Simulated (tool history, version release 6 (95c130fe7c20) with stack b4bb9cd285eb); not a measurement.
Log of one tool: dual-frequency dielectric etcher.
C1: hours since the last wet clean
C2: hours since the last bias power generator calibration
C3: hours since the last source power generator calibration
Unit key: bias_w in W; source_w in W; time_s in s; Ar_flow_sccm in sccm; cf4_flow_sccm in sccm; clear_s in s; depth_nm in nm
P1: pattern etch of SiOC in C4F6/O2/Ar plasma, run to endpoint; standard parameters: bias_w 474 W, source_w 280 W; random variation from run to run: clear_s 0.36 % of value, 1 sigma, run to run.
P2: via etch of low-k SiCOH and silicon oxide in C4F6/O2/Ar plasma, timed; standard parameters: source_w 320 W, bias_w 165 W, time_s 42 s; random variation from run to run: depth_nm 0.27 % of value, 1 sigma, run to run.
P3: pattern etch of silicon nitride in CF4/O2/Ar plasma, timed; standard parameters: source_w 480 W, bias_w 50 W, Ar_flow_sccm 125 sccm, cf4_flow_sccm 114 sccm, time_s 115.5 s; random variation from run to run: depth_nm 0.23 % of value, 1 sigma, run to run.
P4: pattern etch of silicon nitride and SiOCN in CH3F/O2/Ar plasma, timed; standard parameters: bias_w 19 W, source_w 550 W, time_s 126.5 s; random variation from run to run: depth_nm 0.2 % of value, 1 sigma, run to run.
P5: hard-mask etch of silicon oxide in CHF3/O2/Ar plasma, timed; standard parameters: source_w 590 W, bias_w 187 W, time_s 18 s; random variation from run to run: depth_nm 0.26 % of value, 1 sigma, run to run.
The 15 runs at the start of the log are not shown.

{"run": 16, "hour": 123.7, "process": "P3", "bias_w": 50, "source_w": 610, "time_s": 115.5, "Ar_flow_sccm": 125, "cf4_flow_sccm": 114, "C1": 377, "C2": 1483.2, "C3": 1725.1, "depth_nm": 259.19}
{"run": 17, "hour": 130.8, "process": "P1", "bias_w": 474, "source_w": 280, "C1": 384.1, "C2": 1490.3, "C3": 1732.2, "clear_s": 20.635}
{"run": 18, "hour": 138.6, "process": "P3", "bias_w": 50, "source_w": 480, "time_s": 63.5, "Ar_flow_sccm": 125, "cf4_flow_sccm": 114, "C1": 391.9, "C2": 1498.1, "C3": 1740, "depth_nm": 115.69}
{"run": 19, "hour": 146.7, "process": "P5", "bias_w": 187, "source_w": 590, "time_s": 18, "C1": 400, "C2": 1506.2, "C3": 1748.1, "depth_nm": 35.748}
{"run": 20, "hour": 153.7, "process": "P5", "bias_w": 187, "source_w": 590, "time_s": 18, "C1": 407, "C2": 1513.2, "C3": 1755.1, "depth_nm": 35.711}
{"run": 21, "hour": 158.5, "process": "P3", "bias_w": 50, "source_w": 480, "time_s": 115.5, "Ar_flow_sccm": 156, "cf4_flow_sccm": 114, "C1": 411.8, "C2": 1518, "C3": 1759.9, "depth_nm": 204.12}
{"run": 22, "hour": 169.1, "process": "P1", "bias_w": 474, "source_w": 280, "C1": 422.4, "C2": 1528.6, "C3": 1770.5, "clear_s": 20.584}
{"run": 23, "hour": 176.5, "process": "P5", "bias_w": 187, "source_w": 390, "time_s": 18, "C1": 429.8, "C2": 1536, "C3": 1777.9, "depth_nm": 30.498}
{"run": 24, "hour": 181.5, "process": "P4", "bias_w": 19, "source_w": 350, "time_s": 126.5, "C1": 434.8, "C2": 1541, "C3": 1782.9, "depth_nm": 15.419}
{"run": 25, "hour": 186.8, "process": "P2", "bias_w": 99, "source_w": 320, "time_s": 42, "C1": 440.1, "C2": 1546.3, "C3": 1788.2, "depth_nm": 77.52}
{"run": 26, "hour": 193.0, "process": "P4", "bias_w": 12, "source_w": 550, "time_s": 126.5, "C1": 446.3, "C2": 1552.5, "C3": 1794.4, "depth_nm": 15.042}
{"run": 27, "hour": 198.6, "process": "P1", "bias_w": 662, "source_w": 280, "C1": 451.9, "C2": 1558.1, "C3": 1800, "clear_s": 18.114}
{"run": 28, "hour": 207.2, "process": "P3", "bias_w": 50, "source_w": 480, "time_s": 115.5, "Ar_flow_sccm": 125, "cf4_flow_sccm": 76, "C1": 460.5, "C2": 1566.7, "C3": 1808.6, "depth_nm": 199.42}
{"run": 29, "hour": 217.8, "process": "P4", "bias_w": 19, "source_w": 550, "time_s": 126.5, "C1": 471.1, "C2": 1577.3, "C3": 1819.2, "depth_nm": 18.012}

Run 30, settings as shown, results not yet in. Your forecast:
{"run": 30, "hour": 225.4, "process": "P1", "bias_w": 293, "source_w": 200, "C1": 478.7, "C2": 1584.9, "C3": 1826.8, "clear_s": "?"}

For run 30 the tool returned clear_s 27.743 s.
